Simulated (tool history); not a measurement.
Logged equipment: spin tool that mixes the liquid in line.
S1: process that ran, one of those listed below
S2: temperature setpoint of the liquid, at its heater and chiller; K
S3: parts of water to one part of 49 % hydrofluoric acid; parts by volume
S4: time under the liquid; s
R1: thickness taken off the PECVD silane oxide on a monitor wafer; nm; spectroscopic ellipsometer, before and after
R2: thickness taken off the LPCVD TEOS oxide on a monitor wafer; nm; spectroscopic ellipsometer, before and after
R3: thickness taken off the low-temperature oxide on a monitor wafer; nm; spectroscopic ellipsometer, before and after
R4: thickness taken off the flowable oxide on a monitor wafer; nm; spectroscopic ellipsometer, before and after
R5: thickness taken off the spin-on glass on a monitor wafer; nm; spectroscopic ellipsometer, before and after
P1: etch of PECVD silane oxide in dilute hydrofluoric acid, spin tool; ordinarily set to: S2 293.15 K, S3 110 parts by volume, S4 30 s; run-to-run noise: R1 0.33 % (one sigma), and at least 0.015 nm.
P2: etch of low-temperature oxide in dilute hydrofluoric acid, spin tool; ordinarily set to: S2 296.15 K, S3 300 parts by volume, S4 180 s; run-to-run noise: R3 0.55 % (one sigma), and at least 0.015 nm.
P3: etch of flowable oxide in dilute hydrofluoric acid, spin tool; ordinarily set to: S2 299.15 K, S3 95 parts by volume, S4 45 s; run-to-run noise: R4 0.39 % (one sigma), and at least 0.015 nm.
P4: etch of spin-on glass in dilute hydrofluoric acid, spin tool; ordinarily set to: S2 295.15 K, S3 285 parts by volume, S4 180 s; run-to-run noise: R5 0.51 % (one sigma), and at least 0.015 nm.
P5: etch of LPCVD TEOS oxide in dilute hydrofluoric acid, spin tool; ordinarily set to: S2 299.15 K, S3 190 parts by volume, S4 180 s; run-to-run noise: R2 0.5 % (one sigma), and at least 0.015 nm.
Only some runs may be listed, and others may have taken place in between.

run   hour  S1      S2   S3   S4       R1       R2       R3      R4       R5
  1    4.4  P1  293.15  110   30  11.3630
  2   10.6  P5  291.15  190  180            19.492
  3   14.7  P2  296.15  300  180                     7.3425
  4   23.3  P1  293.15  110   30  11.4120
  5   27.8  P1  293.15  110   30  11.4210
  6   34.8  P2  296.15  110  180                    24.4980
  7   43.3  P2  296.15  300  355                    14.3060
  8   51.0  P3  299.15   95   70                             32.097
  9   56.8  P1  299.65   65   30  26.4420
 10   63.0  P1  298.15  110   30  13.9700
 11   67.7  P1  290.15  110   30  10.0770
 12   75.3  P1  293.15  110   15   5.6859
 13   80.9  P1  293.15   70   30  18.8080
 14   88.5  P5  299.15  190  180            26.485
 15   95.6  P4  295.15   55  180                                     144.800
 16  101.7  P4  295.15  285  180                                      21.938
     103.4  -- thermometer replaced
 17  106.6  P4  295.15  285  180                                      22.002
 18  110.8  P5  299.15  190  345            51.044
 19  118.8  P1  297.15  110   15   6.6716
 20  125.5  P3  299.15   95   45                             20.693
 21  132.8  P3  299.15  140   45                             13.324
 22  140.5  P3  299.15   95   45                             20.814
 23  145.6  P4  290.15  285  180                                      17.981
 24  154.1  P1  293.15  175   30   6.6861
 25  162.5  P5  299.15  190  180            26.405
 26  169.4  P4  295.15  285  295                                      35.748
 27  176.8  P1  293.15  110   50  18.9690
 28  182.8  P1  293.15  110   30  11.4180
 29  190.0  P1  293.15  195   15   2.9459
 30  197.7  P3  291.15   95   45                             14.899
 31  204.7  P1  293.15  110   30  11.4400
 32  209.4  P2  304.15  300  180                     9.6677
 33  214.7  P5  299.15   40  180           152.720
 34  220.1  P1  293.15  110   30  11.4290
 35  227.5  P1  293.15  110   30  11.0270
 36  231.7  P1  293.15  110   30  10.8680
 37  240.3  P1  293.15  110   30  10.5830
 38  246.1  P1  293.15  110   30  10.6020
 39  254.1  P1  293.15  110   30  10.5080
 40  261.9  P1  293.15  110   30  10.3950
 41  266.2  P1  293.15  110   30  10.4380
 42  270.5  P1  293.15  110   30  10.4470
 43  275.2  P1  293.15  110   30  10.3540

P1 no longer gives what it gave before; its output has crept away from where it was. The following 2 causes, each at its listed size, fit the log equally well:
A: liquid colder than its thermometer reads (K) = 2.17
B: hydrofluoric acid flow below the setpoint (%) = 7.64
The creep began at about hour 220.1.

The list below offers 4 check runs, each averaging the results of 2 wafers, and shows each result as a question mark. For which of them would the listed causes give clearly different results?
check 1  279.9  P3  291.15   95   65               ?
check 2  279.9  P4  295.15   65  180                   ?
check 3  279.9  P2  301.15  300  320           ?
check 4  279.9  P5  299.15   45  275       ?

If the cause were each of the candidates in turn, the checks would give the following:
  check  result     if A     if B
check 1      R4   19.744   19.823
check 2      R5  111.170  111.660
check 3      R3  14.4170  13.9530
check 4      R2  188.100  188.930
Gap, in per cent, between the two causes that each check separates least, read from the result that separates them most: check 1 0.4 %; check 2 0.44 %; check 3 3.27 %; check 4 0.44 %
Only in check 3 would the causes give clearly different results; in the remaining checks their results would be nearly the same.

Then check 3 was run and gave: R3 13.9790 nm. Which cause is it?

It is B: hydrofluoric acid flow below the setpoint (%).
